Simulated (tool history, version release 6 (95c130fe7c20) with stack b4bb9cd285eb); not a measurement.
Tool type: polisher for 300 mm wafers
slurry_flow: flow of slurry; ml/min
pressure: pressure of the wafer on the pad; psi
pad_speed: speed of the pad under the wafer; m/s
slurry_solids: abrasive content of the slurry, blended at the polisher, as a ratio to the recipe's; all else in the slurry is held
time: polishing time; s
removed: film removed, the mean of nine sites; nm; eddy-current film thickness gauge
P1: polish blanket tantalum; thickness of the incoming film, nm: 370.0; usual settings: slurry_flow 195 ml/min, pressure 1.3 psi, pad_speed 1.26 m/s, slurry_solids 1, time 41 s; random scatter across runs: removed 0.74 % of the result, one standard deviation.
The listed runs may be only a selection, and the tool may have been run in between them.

run    day  slurry_flow  pressure  pad_speed  slurry_solids  time  wafers polished on this pad  hours since the slurry nozzle was cleaned  hours since the head pressure was calibrated  hours since the slurry blender was calibrated  removed
  1  0.267          195       1.3       1.26              1    41                          804                                       45.9                                         193.1                                           39.9   57.293
  2  0.588          195       1.3       1.26              1    41                          875                                       53.6                                         200.8                                           47.6   57.373
  3  0.908          195       1.3       1.26              1    27                          945                                       61.3                                         208.5                                           55.3   38.093
  4  1.217          195       1.3       1.26              1    41                         1013                                       68.7                                         215.9                                           62.7   57.996
  5  1.479          195       1.3       1.66              1    41                         1071                                         75                                         222.2                                             69   75.999
  6  1.771          195       2.1       1.26              1    41                         1135                                         82                                         229.2                                             76   93.449
  7  2.033          195       1.3       1.66              1    32                         1193                                       88.3                                         235.5                                           82.3   59.046
  8  2.304          195       1.3       1.26              1    41                         1253                                       94.8                                           242                                           88.8   57.153
  9  2.621          305       1.3       1.26              1    41                         1322                                      102.4                                         249.6                                           96.4   60.269
 10  2.838          195       1.3       1.26              1    52                         1370                                      107.6                                         254.8                                          101.6   73.129
     2.938  -- slurry blender recalibrated
 11  3.121          140       1.3       1.26              1    41                         1432                                      114.4                                         261.6                                            4.4   54.497
 12  3.454          195       0.6       1.26              1    41                         1506                                      122.4                                         269.6                                           12.4   26.619
 13   3.65          195       1.3       1.26              1    41                         1549                                      127.1                                         274.3                                           17.1   57.612
 14  3.821          195       1.3       1.26           0.55    41                         1586                                      131.2                                         278.4                                           21.2   46.396
 15  4.154          195       1.3        0.8              1    41                         1660                                      139.2                                         286.4                                           29.2   36.772
 16  4.321          195       1.3       1.26            1.4    41                         1696                                      143.2                                         290.4                                           33.2   62.663
 17  4.575          260         1       1.26              1    41                         1752                                      149.3                                         296.5                                           39.3   45.772
 18  4.838          195       1.3       1.26              1    41                         1810                                      155.6                                         302.8                                           45.6   57.349
 19  5.096          195       1.3       1.26              1    41                         1867                                      161.8                                           309                                           51.8   55.919
 20  5.329          195       1.3       1.26              1    41                         1918                                      167.4                                         314.6                                           57.4   53.535
 21  5.633          195       1.3       1.26              1    41                         1985                                      174.7                                         321.9                                           64.7   53.212
 22  5.825          195       1.3       1.26              1    41                         2027                                      179.3                                         326.5                                           69.3   51.952
     5.942  -- worn pad replaced by a new one
 23  5.983          195       1.3       1.26              1    41                            9                                      183.1                                         330.3                                           73.1   51.948
     6.129  -- slurry nozzle cleaned
 24  6.188          195       1.3       1.26              1    41                           54                                        1.4                                         335.2                                             78   52.052
 25  6.396          195       1.3       1.26              1    41                          100                                        6.4                                         340.2                                             83   51.752
 26  6.646          195       1.3       1.26              1    41                          155                                       12.4                                         346.2                                             89   52.746

P1 has crept away from where it was. The log is fitted equally well by each of these 2 causes, at the sizes shown:
A: abrasive missing from the slurry, % = 28.3
B: head's pressure below its setpoint, % = 10.1
At approximately day 4.838, the process output began to creep.
Every other cause this tool's parts could produce, and why it does not fit the log:
removal rate lost through wear of the pad, %: was serviced at day 5.942, once the creep was under way, yet the earlier output never came back
slurry flow missing at the pad, %: was serviced at day 6.129, once the creep was under way, yet the earlier output never came back

Each of the check runs listed below is run on 3 wafers and reports their average, with the results left as question marks. Pick the one under which the possible causes would lead to clearly different results.
check 1  6.896          195       1.9       1.26           0.65    41                                                                                                                                                                             ?
check 2  6.896          195       1.9       1.26              1    41                                                                                                                                                                             ?
check 3  6.896          295       0.9       1.26              1    41                                                                                                                                                                             ?
check 4  6.896          240       1.6       1.26              1    41                                                                                                                                                                             ?

What every check run would give for each of its results, assuming each possible cause in turn:
  check   result    if A    if B
check 1  removed  63.573  65.745
check 2  removed  75.831   75.86
check 3  removed  37.627  37.642
check 4  removed  65.511  65.536
Per-check spread between the two closest causes, in the result where they differ most: check 1 3.36 %; check 2 0.04 %; check 3 0.04 %; check 4 0.04 %
The other checks would show nearly matching results whichever cause is true, so check 1 is the only one that separates the causes.

Then check 1 was run and gave: removed 63.181 nm. Which cause is it?

The correct cause is A, namely: abrasive missing from the slurry, %.
